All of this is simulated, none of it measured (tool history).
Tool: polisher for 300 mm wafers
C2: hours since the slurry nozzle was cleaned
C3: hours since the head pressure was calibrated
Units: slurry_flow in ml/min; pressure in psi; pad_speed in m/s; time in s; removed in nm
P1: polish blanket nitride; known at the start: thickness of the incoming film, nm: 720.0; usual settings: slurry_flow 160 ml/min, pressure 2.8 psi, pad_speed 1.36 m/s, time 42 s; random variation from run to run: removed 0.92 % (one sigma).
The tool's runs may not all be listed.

{"run": 1, "day": 0.517, "slurry_flow": 160, "pressure": 2.8, "pad_speed": 1.36, "time": 42, "wafers polished on this pad": 503, "C2": 249.5, "C3": 708, "removed": 78.985}
{"run": 2, "day": 0.842, "slurry_flow": 225, "pressure": 2.8, "pad_speed": 1.36, "time": 42, "wafers polished on this pad": 578, "C2": 257.3, "C3": 715.8, "removed": 83.173}
{"run": 3, "day": 1.371, "slurry_flow": 160, "pressure": 2.8, "pad_speed": 1.36, "time": 42, "wafers polished on this pad": 700, "C2": 270, "C3": 728.5, "removed": 78.36}
{"run": 4, "day": 1.921, "slurry_flow": 160, "pressure": 2.8, "pad_speed": 0.94, "time": 25, "wafers polished on this pad": 826, "C2": 283.2, "C3": 741.7, "removed": 34.659}
{"run": 5, "day": 2.517, "slurry_flow": 160, "pressure": 2.8, "pad_speed": 1.36, "time": 60, "wafers polished on this pad": 963, "C2": 297.5, "C3": 756, "removed": 111.28}
{"run": 6, "day": 3.067, "slurry_flow": 160, "pressure": 2.8, "pad_speed": 1.8, "time": 42, "wafers polished on this pad": 1090, "C2": 310.7, "C3": 769.2, "removed": 97.288}
{"run": 7, "day": 3.367, "slurry_flow": 95, "pressure": 2.8, "pad_speed": 1.36, "time": 42, "wafers polished on this pad": 1159, "C2": 317.9, "C3": 776.4, "removed": 69.264}
{"run": 8, "day": 3.992, "slurry_flow": 160, "pressure": 2.8, "pad_speed": 0.74, "time": 42, "wafers polished on this pad": 1302, "C2": 332.9, "C3": 791.4, "removed": 48.375}
{"run": 9, "day": 4.642, "slurry_flow": 160, "pressure": 2.8, "pad_speed": 1.36, "time": 19, "wafers polished on this pad": 1452, "C2": 348.5, "C3": 807, "removed": 35.466}
{"run": 10, "day": 5.192, "slurry_flow": 160, "pressure": 4.4, "pad_speed": 1.36, "time": 42, "wafers polished on this pad": 1578, "C2": 361.7, "C3": 820.2, "removed": 121.74}
{"run": 11, "day": 5.583, "slurry_flow": 160, "pressure": 2.8, "pad_speed": 1.36, "time": 42, "wafers polished on this pad": 1668, "C2": 371.1, "C3": 829.6, "removed": 77.538}
{"run": 12, "day": 6.1, "slurry_flow": 160, "pressure": 2.8, "pad_speed": 1.36, "time": 42, "wafers polished on this pad": 1787, "C2": 383.5, "C3": 842, "removed": 79.321}
{"run": 13, "day": 6.471, "slurry_flow": 160, "pressure": 2.8, "pad_speed": 1.36, "time": 42, "wafers polished on this pad": 1872, "C2": 392.4, "C3": 850.9, "removed": 78.937}
{"run": 14, "day": 6.758, "slurry_flow": 160, "pressure": 1.3, "pad_speed": 1.36, "time": 42, "wafers polished on this pad": 1938, "C2": 399.3, "C3": 857.8, "removed": 36.197}
{"run": 15, "day": 7.1, "slurry_flow": 160, "pressure": 2.8, "pad_speed": 1.36, "time": 42, "wafers polished on this pad": 2017, "C2": 407.5, "C3": 866, "removed": 79.09}
{"run": 16, "day": 7.433, "slurry_flow": 160, "pressure": 2.8, "pad_speed": 1.36, "time": 42, "wafers polished on this pad": 2093, "C2": 415.5, "C3": 874, "removed": 74.773}
{"run": 17, "day": 7.996, "slurry_flow": 160, "pressure": 2.8, "pad_speed": 1.36, "time": 42, "wafers polished on this pad": 2223, "C2": 429, "C3": 887.5, "removed": 73.931}
{"run": 18, "day": 8.55, "slurry_flow": 160, "pressure": 2.8, "pad_speed": 1.36, "time": 42, "wafers polished on this pad": 2350, "C2": 442.3, "C3": 900.8, "removed": 72.767}
{"run": 19, "day": 9.042, "slurry_flow": 160, "pressure": 2.8, "pad_speed": 1.36, "time": 42, "wafers polished on this pad": 2463, "C2": 454.1, "C3": 912.6, "removed": 72.144}
{"day": 9.088, "done": "worn pad replaced by a new one"}
{"run": 20, "day": 9.375, "slurry_flow": 160, "pressure": 2.8, "pad_speed": 1.36, "time": 42, "wafers polished on this pad": 66, "C2": 462.1, "C3": 920.6, "removed": 70.606}

Forecast run 21:
{"run": 21, "day": 9.771, "slurry_flow": 160, "pressure": 2.8, "pad_speed": 1.36, "time": 42, "wafers polished on this pad": 157, "C2": 471.6, "C3": 930.1, "removed": "?"}

{"run 21": {"removed": 71.527}}

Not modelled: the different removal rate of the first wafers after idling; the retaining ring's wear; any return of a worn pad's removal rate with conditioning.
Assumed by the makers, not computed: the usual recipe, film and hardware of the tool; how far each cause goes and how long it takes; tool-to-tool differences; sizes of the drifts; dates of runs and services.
